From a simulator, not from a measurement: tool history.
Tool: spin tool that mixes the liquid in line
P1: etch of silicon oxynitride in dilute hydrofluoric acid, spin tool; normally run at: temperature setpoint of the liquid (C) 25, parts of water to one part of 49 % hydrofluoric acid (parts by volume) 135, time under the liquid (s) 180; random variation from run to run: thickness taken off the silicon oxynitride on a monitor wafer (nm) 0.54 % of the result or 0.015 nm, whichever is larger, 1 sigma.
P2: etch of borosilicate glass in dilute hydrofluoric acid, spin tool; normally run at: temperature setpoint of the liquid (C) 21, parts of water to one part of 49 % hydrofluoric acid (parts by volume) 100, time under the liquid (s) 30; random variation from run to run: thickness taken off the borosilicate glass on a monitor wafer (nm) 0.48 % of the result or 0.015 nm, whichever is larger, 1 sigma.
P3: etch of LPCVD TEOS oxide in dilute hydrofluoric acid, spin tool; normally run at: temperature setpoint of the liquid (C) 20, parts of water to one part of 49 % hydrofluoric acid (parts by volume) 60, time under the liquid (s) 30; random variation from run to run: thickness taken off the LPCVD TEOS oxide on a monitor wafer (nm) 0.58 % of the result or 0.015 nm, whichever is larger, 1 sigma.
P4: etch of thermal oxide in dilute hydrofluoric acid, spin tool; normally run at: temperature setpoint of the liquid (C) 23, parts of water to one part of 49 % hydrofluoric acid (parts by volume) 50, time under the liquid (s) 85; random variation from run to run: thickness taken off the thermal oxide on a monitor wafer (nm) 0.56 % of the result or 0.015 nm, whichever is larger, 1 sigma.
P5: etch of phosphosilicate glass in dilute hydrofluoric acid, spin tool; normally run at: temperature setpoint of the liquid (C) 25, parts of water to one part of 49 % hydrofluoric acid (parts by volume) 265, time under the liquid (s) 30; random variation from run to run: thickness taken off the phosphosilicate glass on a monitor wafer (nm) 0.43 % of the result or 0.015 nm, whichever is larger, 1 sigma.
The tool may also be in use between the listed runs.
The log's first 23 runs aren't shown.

run     day  process that ran  temperature setpoint of the liquid (C)  parts of water to one part of 49 % hydrofluoric acid (parts by volume)  time under the liquid (s)  hours since the thermometer was replaced  hours since the hydrofluoric acid flow meter was replaced  thickness taken off the silicon oxynitride on a monitor wafer (nm)  thickness taken off the thermal oxide on a monitor wafer (nm)  thickness taken off the LPCVD TEOS oxide on a monitor wafer (nm)  thickness taken off the borosilicate glass on a monitor wafer (nm)  thickness taken off the phosphosilicate glass on a monitor wafer (nm)
 24  10.242                P1                                      29                                                                     135                        180                                    2153.3                                                      201.1                                                              6.6529
 25  10.579                P2                                    25.5                                                                     100                         30                                    2161.4                                                      209.2                                                                                                                                                                                                                                                                   13.423
 26  11.108                P1                                      25                                                                     220                        180                                    2174.1                                                      221.9                                                              3.1829
 27  11.546                P1                                      25                                                                     135                         60                                    2184.6                                                      232.4                                                              1.8856
 28  12.008                P4                                      23                                                                      50                         85                                    2195.7                                                      243.5                                                                                                                             7.9446
 29  12.446                P3                                      20                                                                      60                         30                                    2206.2                                                        254                                                                                                                                                                                               18.243
 30    12.9                P2                                      21                                                                     100                         30                                    2217.1                                                      264.9                                                                                                                                                                                                                                                                   11.251
 31  13.254                P1                                      21                                                                     135                        180                                    2225.6                                                      273.4                                                              4.6234
 32  13.708                P1                                      25                                                                     135                        180                                    2236.5                                                      284.3                                                              5.6824
 33  14.004                P1                                      25                                                                     135                        180                                    2243.6                                                      291.4                                                              5.5922
 34   14.45                P1                                      31                                                                      30                        180                                    2254.3                                                      302.1                                                              36.555
 35   14.95                P1                                      25                                                                     135                        325                                    2266.3                                                      314.1                                                              10.072
 36  15.292                P1                                      25                                                                     135                        180                                    2274.5                                                      322.3                                                               5.644
 37   15.75                P1                                      25                                                                     135                        180                                    2285.5                                                      333.3                                                              5.8837
 38  16.054                P1                                      25                                                                     135                        180                                    2292.8                                                      340.6                                                               5.969
 39  16.412                P1                                      25                                                                     135                        180                                    2301.4                                                      349.2                                                              6.1327
 40  16.817                P1                                      25                                                                     135                        180                                    2311.1                                                      358.9                                                              6.0981

The next listed run, before its measurement:
 41  17.279                P1                                      25                                                                     135                        180                                    2322.2                                                        370                                                                   ?

Run 41 gave thickness taken off the silicon oxynitride on a monitor wafer (nm) 6.1527.

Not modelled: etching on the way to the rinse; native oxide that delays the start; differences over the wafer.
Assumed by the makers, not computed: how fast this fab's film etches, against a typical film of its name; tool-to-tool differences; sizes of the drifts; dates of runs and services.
